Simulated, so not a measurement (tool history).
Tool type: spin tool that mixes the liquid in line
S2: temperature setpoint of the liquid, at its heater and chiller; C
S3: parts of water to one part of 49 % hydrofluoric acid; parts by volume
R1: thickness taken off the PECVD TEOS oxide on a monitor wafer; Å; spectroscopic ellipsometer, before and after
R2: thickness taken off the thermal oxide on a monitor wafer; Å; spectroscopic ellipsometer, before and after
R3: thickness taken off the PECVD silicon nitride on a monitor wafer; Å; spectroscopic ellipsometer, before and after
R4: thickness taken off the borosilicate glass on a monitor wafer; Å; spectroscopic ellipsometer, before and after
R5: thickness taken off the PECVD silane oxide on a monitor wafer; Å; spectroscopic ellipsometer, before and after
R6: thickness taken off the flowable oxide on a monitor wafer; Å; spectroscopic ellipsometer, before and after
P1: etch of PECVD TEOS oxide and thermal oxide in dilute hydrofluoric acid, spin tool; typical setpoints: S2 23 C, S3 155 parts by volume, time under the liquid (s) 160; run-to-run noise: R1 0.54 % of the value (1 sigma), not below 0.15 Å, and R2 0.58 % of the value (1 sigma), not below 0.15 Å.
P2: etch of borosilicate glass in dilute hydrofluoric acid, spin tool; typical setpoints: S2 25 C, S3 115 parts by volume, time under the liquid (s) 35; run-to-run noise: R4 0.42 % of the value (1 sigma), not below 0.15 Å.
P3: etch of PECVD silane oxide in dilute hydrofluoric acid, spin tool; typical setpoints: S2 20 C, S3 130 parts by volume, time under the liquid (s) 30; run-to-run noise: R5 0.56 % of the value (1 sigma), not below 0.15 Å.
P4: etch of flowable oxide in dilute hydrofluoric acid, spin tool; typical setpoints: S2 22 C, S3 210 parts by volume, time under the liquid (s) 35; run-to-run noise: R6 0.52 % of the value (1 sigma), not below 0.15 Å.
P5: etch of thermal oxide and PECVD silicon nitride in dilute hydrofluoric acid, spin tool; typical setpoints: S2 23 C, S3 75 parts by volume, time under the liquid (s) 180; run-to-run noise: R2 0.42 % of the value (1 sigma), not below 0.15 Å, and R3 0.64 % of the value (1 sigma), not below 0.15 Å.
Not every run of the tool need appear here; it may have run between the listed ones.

{"run": 1, "hour": 5.8, "process that ran": "P1", "S2": 23, "S3": 155, "time under the liquid (s)": 160, "R1": 112.26, "R2": 44.377}
{"run": 2, "hour": 13.8, "process that ran": "P1", "S2": 30.5, "S3": 155, "time under the liquid (s)": 160, "R1": 145.65, "R2": 58.85}
{"run": 3, "hour": 21.3, "process that ran": "P1", "S2": 17, "S3": 225, "time under the liquid (s)": 160, "R1": 56.214, "R2": 22.711}
{"run": 4, "hour": 26.1, "process that ran": "P1", "S2": 23, "S3": 260, "time under the liquid (s)": 160, "R1": 58.636, "R2": 23.626}
{"run": 5, "hour": 30.1, "process that ran": "P1", "S2": 23, "S3": 155, "time under the liquid (s)": 160, "R1": 111.56, "R2": 44.684}
{"hour": 32.1, "done": "hydrofluoric acid flow meter replaced"}
{"run": 6, "hour": 37.7, "process that ran": "P5", "S2": 28.5, "S3": 75, "time under the liquid (s)": 180, "R2": 137.19, "R3": 68.375}
{"run": 7, "hour": 45.5, "process that ran": "P2", "S2": 19, "S3": 115, "time under the liquid (s)": 35, "R4": 81.118}
{"run": 8, "hour": 54.1, "process that ran": "P1", "S2": 23, "S3": 155, "time under the liquid (s)": 160, "R1": 111.27, "R2": 45.278}
{"run": 9, "hour": 58.4, "process that ran": "P1", "S2": 23, "S3": 155, "time under the liquid (s)": 160, "R1": 110.37, "R2": 44.729}
{"run": 10, "hour": 63.0, "process that ran": "P5", "S2": 23, "S3": 75, "time under the liquid (s)": 180, "R2": 111.21, "R3": 48.118}
{"run": 11, "hour": 71.7, "process that ran": "P3", "S2": 20, "S3": 130, "time under the liquid (s)": 30, "R5": 59.335}
{"run": 12, "hour": 76.3, "process that ran": "P5", "S2": 23, "S3": 75, "time under the liquid (s)": 45, "R2": 27.793, "R3": 12.241}
{"run": 13, "hour": 81.5, "process that ran": "P1", "S2": 23, "S3": 75, "time under the liquid (s)": 160, "R1": 250.02, "R2": 101.28}
{"run": 14, "hour": 88.2, "process that ran": "P1", "S2": 23, "S3": 255, "time under the liquid (s)": 20, "R1": 7.5173, "R2": 3.0082}
{"run": 15, "hour": 97.3, "process that ran": "P5", "S2": 23, "S3": 75, "time under the liquid (s)": 180, "R2": 109.91, "R3": 47.971}
{"hour": 100.2, "done": "thermometer replaced"}
{"run": 16, "hour": 106.3, "process that ran": "P3", "S2": 27.5, "S3": 130, "time under the liquid (s)": 30, "R5": 79.202}
{"run": 17, "hour": 114.5, "process that ran": "P3", "S2": 20, "S3": 130, "time under the liquid (s)": 30, "R5": 58.203}
{"run": 18, "hour": 118.8, "process that ran": "P5", "S2": 23, "S3": 140, "time under the liquid (s)": 180, "R2": 54.68, "R3": 26.332}
{"run": 19, "hour": 126.1, "process that ran": "P3", "S2": 20, "S3": 50, "time under the liquid (s)": 30, "R5": 168.94}
{"run": 20, "hour": 132.3, "process that ran": "P2", "S2": 25, "S3": 115, "time under the liquid (s)": 35, "R4": 103.2}
{"run": 21, "hour": 140.8, "process that ran": "P2", "S2": 25, "S3": 115, "time under the liquid (s)": 35, "R4": 103.65}
{"run": 22, "hour": 149.7, "process that ran": "P1", "S2": 23, "S3": 155, "time under the liquid (s)": 160, "R1": 111.29, "R2": 44.469}
{"run": 23, "hour": 155.2, "process that ran": "P4", "S2": 22, "S3": 210, "time under the liquid (s)": 15, "R6": 16.964}
{"run": 24, "hour": 162.3, "process that ran": "P4", "S2": 17, "S3": 210, "time under the liquid (s)": 35, "R6": 33.266}
{"run": 25, "hour": 169.0, "process that ran": "P1", "S2": 23, "S3": 155, "time under the liquid (s)": 305, "R1": 211.08, "R2": 84.408}
{"run": 26, "hour": 176.8, "process that ran": "P2", "S2": 25, "S3": 165, "time under the liquid (s)": 35, "R4": 68.332}
{"run": 27, "hour": 185.5, "process that ran": "P4", "S2": 22, "S3": 210, "time under the liquid (s)": 35, "R6": 39.899}
{"run": 28, "hour": 191.3, "process that ran": "P3", "S2": 20, "S3": 130, "time under the liquid (s)": 60, "R5": 119.34}
{"run": 29, "hour": 198.9, "process that ran": "P1", "S2": 17, "S3": 155, "time under the liquid (s)": 160, "R1": 87.155, "R2": 35.541}
{"run": 30, "hour": 207.6, "process that ran": "P4", "S2": 22, "S3": 210, "time under the liquid (s)": 35, "R6": 39.86}
{"run": 31, "hour": 214.0, "process that ran": "P1", "S2": 28.5, "S3": 235, "time under the liquid (s)": 160, "R1": 81.373, "R2": 32.58}
{"run": 32, "hour": 222.4, "process that ran": "P1", "S2": 23, "S3": 155, "time under the liquid (s)": 85, "R1": 58.791, "R2": 23.805}
{"run": 33, "hour": 228.8, "process that ran": "P2", "S2": 25, "S3": 115, "time under the liquid (s)": 15, "R4": 44.362}
{"run": 34, "hour": 235.5, "process that ran": "P4", "S2": 22, "S3": 120, "time under the liquid (s)": 35, "R6": 77.396}
{"run": 35, "hour": 241.5, "process that ran": "P1", "S2": 23, "S3": 155, "time under the liquid (s)": 160, "R1": 110.67, "R2": 44.318}
{"run": 36, "hour": 246.9, "process that ran": "P1", "S2": 23, "S3": 155, "time under the liquid (s)": 160, "R1": 113.76, "R2": 45.684}
{"run": 37, "hour": 255.8, "process that ran": "P1", "S2": 23, "S3": 155, "time under the liquid (s)": 160, "R1": 115.99, "R2": 47.089}
{"run": 38, "hour": 264.7, "process that ran": "P1", "S2": 23, "S3": 155, "time under the liquid (s)": 160, "R1": 118.15, "R2": 47.525}
{"run": 39, "hour": 268.6, "process that ran": "P1", "S2": 23, "S3": 155, "time under the liquid (s)": 160, "R1": 119.11, "R2": 48.075}
{"run": 40, "hour": 273.5, "process that ran": "P1", "S2": 23, "S3": 155, "time under the liquid (s)": 160, "R1": 119.07, "R2": 47.935}
{"run": 41, "hour": 278.7, "process that ran": "P1", "S2": 23, "S3": 155, "time under the liquid (s)": 160, "R1": 119.59, "R2": 47.827}
{"run": 42, "hour": 285.8, "process that ran": "P1", "S2": 23, "S3": 155, "time under the liquid (s)": 160, "R1": 120.43, "R2": 48.316}
{"run": 43, "hour": 292.9, "process that ran": "P1", "S2": 23, "S3": 155, "time under the liquid (s)": 160, "R1": 120.25, "R2": 48.393}
{"run": 44, "hour": 299.2, "process that ran": "P1", "S2": 23, "S3": 155, "time under the liquid (s)": 160, "R1": 119.37, "R2": 48.343}
{"run": 45, "hour": 307.1, "process that ran": "P1", "S2": 23, "S3": 155, "time under the liquid (s)": 160, "R1": 120.02, "R2": 48.041}

P1 has crept away from where it was. The log is fitted equally well by each of these 2 causes, at the sizes shown:
A: hydrofluoric acid flow above the setpoint (%) = 7.67
B: liquid hotter than its thermometer reads (K) = 2.27
The drift started at roughly hour 241.5.

Of the 4 check runs listed below, each run on one wafer and each result written as a question mark, which would let you distinguish the listed causes because they would give clearly different results?
{"run": "check 1", "hour": 315.0, "process that ran": "P3", "S2": 20, "S3": 130, "time under the liquid (s)": 30, "R5": "?"}
{"run": "check 2", "hour": 315.0, "process that ran": "P2", "S2": 25, "S3": 115, "time under the liquid (s)": 35, "R4": "?"}
{"run": "check 3", "hour": 315.0, "process that ran": "P4", "S2": 22, "S3": 210, "time under the liquid (s)": 35, "R6": "?"}
{"run": "check 4", "hour": 315.0, "process that ran": "P5", "S2": 23, "S3": 75, "time under the liquid (s)": 180, "R2": "?", "R3": "?"}

How each check would come out, cause by cause:
check=check_1 result=R5 if_A=64.459 if_B=64.887
check=check_2 result=R4 if_A=112.6 if_B=112.96
check=check_3 result=R6 if_A=43.728 if_B=43.507
check=check_4 result=R2 if_A=119.96 if_B=121.28
check=check_4 result=R3 if_A=51.693 if_B=55.92
Per check, the gap between the least separated pair of causes, taken in the result that splits them most: check 1 0.66 %; check 2 0.32 %; check 3 0.51 %; check 4 7.86 %
Check 4 tells the causes apart: in the others they would give nearly the same result.

Check 4 has now been run. It gave: R2 122.17 Å; R3 55.373 Å. Which of the candidate causes is it?

B is the cause: liquid hotter than its thermometer reads (K).
